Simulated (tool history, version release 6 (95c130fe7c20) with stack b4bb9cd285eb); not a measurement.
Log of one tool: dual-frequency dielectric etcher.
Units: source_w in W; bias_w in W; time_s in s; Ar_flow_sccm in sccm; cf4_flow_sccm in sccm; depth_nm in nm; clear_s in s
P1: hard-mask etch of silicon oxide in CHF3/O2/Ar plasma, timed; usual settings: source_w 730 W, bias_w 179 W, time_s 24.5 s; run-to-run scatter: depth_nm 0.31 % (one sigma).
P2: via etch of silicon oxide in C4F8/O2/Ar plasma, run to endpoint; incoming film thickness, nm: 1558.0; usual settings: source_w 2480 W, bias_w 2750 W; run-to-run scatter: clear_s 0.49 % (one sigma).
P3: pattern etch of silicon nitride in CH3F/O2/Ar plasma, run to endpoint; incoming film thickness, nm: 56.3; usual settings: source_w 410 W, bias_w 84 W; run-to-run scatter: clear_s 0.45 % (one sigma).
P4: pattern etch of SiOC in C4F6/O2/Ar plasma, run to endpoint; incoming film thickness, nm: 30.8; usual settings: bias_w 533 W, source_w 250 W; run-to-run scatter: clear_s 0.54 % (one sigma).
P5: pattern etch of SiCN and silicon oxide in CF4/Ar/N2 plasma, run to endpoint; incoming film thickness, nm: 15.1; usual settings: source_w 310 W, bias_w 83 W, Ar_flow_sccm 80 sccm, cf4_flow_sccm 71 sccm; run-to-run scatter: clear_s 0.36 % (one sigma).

run 1 hour=9.5 | process=P1 source_w=730 bias_w=179 time_s=24.5 | depth_nm=51.375
run 2 hour=21.1 | process=P4 source_w=250 bias_w=341 | clear_s=13.712
run 3 hour=29.0 | process=P1 source_w=730 bias_w=179 time_s=24.5 | depth_nm=51.368
run 4 hour=44.5 | process=P2 source_w=3350 bias_w=2750 | clear_s=230.920
run 5 hour=56.9 | process=P1 source_w=730 bias_w=179 time_s=15.5 | depth_nm=32.630
run 6 hour=66.6 | process=P3 source_w=570 bias_w=84 | clear_s=66.534
run 7 hour=81.0 | process=P5 source_w=310 bias_w=49 Ar_flow_sccm=80 cf4_flow_sccm=71 | clear_s=26.633
run 8 hour=97.2 | process=P1 source_w=730 bias_w=179 time_s=24.5 | depth_nm=51.650
run 9 hour=112.1 | process=P4 source_w=250 bias_w=533 | clear_s=11.679
run 10 hour=121.7 | process=P1 source_w=730 bias_w=132 time_s=24.5 | depth_nm=46.789
run 11 hour=133.9 | process=P1 source_w=730 bias_w=179 time_s=24.5 | depth_nm=51.255
run 12 hour=148.6 | process=P3 source_w=410 bias_w=84 | clear_s=75.462
run 13 hour=158.1 | process=P3 source_w=410 bias_w=84 | clear_s=75.929
run 14 hour=169.9 | process=P5 source_w=310 bias_w=83 Ar_flow_sccm=80 cf4_flow_sccm=89 | clear_s=22.009
run 15 hour=183.1 | process=P1 source_w=980 bias_w=179 time_s=24.5 | depth_nm=57.986
run 16 hour=191.0 | process=P1 source_w=730 bias_w=242 time_s=14.0 | depth_nm=32.554
run 17 hour=205.9 | process=P1 source_w=730 bias_w=179 time_s=24.5 | depth_nm=51.622
run 18 hour=217.4 | process=P5 source_w=390 bias_w=83 Ar_flow_sccm=80 cf4_flow_sccm=71 | clear_s=18.394
run 19 hour=232.2 | process=P3 source_w=410 bias_w=116 | clear_s=67.343
run 20 hour=247.6 | process=P5 source_w=310 bias_w=83 Ar_flow_sccm=80 cf4_flow_sccm=71 | clear_s=22.579
run 21 hour=255.8 | process=P2 source_w=2480 bias_w=3581 | clear_s=238.040
run 22 hour=271.5 | process=P1 source_w=730 bias_w=179 time_s=31.5 | depth_nm=66.209
run 23 hour=280.4 | process=P4 source_w=340 bias_w=533 | clear_s=10.367
run 24 hour=291.5 | process=P4 source_w=250 bias_w=533 | clear_s=11.569
run 25 hour=299.3 | process=P5 source_w=310 bias_w=83 Ar_flow_sccm=64 cf4_flow_sccm=71 | clear_s=22.083
run 26 hour=313.1 | process=P1 source_w=730 bias_w=239 time_s=24.5 | depth_nm=57.088
run 27 hour=327.8 | process=P5 source_w=310 bias_w=83 Ar_flow_sccm=80 cf4_flow_sccm=71 | clear_s=22.394
-- hour=330.9 bias power generator calibrated
run 28 hour=337.0 | process=P1 source_w=550 bias_w=179 time_s=24.5 | depth_nm=46.130
run 29 hour=349.8 | process=P2 source_w=2480 bias_w=2750 | clear_s=260.220
run 30 hour=360.9 | process=P1 source_w=730 bias_w=179 time_s=24.5 | depth_nm=51.739
run 31 hour=373.2 | process=P1 source_w=730 bias_w=179 time_s=24.5 | depth_nm=51.208
run 32 hour=381.7 | process=P1 source_w=730 bias_w=179 time_s=24.5 | depth_nm=51.243
run 33 hour=395.1 | process=P1 source_w=730 bias_w=179 time_s=24.5 | depth_nm=51.528
run 34 hour=410.5 | process=P1 source_w=730 bias_w=179 time_s=24.5 | depth_nm=51.127
run 35 hour=419.0 | process=P1 source_w=730 bias_w=179 time_s=24.5 | depth_nm=51.138
-- hour=423.9 wet clean of the chamber
run 36 hour=430.1 | process=P1 source_w=730 bias_w=179 time_s=24.5 | depth_nm=50.608
run 37 hour=444.2 | process=P1 source_w=730 bias_w=179 time_s=24.5 | depth_nm=50.905
run 38 hour=460.4 | process=P1 source_w=730 bias_w=179 time_s=24.5 | depth_nm=50.933
run 39 hour=473.6 | process=P1 source_w=730 bias_w=179 time_s=24.5 | depth_nm=50.909
run 40 hour=489.9 | process=P1 source_w=730 bias_w=179 time_s=24.5 | depth_nm=50.910
run 41 hour=503.2 | process=P1 source_w=730 bias_w=179 time_s=24.5 | depth_nm=50.644

What P1 gives has crept away from where it was. These 2 causes fit the log equally well, each at the size given:
A: bias power that arrives under what is set, % = 4.54
B: source power that arrives under what is set, % = 3.91
The creep began at about hour 373.2.
Why every other cause is out:
chamber walls in a state that lowers the etch rate, %: serviced at hour 423.9, which brought nothing back

4 check runs are offered, each on 2 wafers whose results are averaged, their results left as question marks. Which one tells the causes apart?
run check 1 hour=516.5 | process=P4 source_w=300 bias_w=533 | clear_s=?
run check 2 hour=516.5 | process=P2 source_w=2480 bias_w=3488 | clear_s=?
run check 3 hour=516.5 | process=P5 source_w=360 bias_w=54 Ar_flow_sccm=80 cf4_flow_sccm=71 | clear_s=?
run check 4 hour=516.5 | process=P3 source_w=410 bias_w=107 | clear_s=?

What each check would give under each cause:
check=check_1 result=clear_s if_A=11.052 if_B=11.018
check=check_2 result=clear_s if_A=244.040 if_B=244.260
check=check_3 result=clear_s if_A=23.092 if_B=23.587
check=check_4 result=clear_s if_A=70.725 if_B=70.558
How far apart the two closest causes lie, in the result that separates them most: check 1 0.31 %; check 2 0.09 %; check 3 2.12 %; check 4 0.24 %
Only check 3 tells the causes apart: in the others they would give nearly the same result.

Then check 3 was run and gave: clear_s 22.954 s. Which cause is it?

It is A: bias power that arrives under what is set, %.
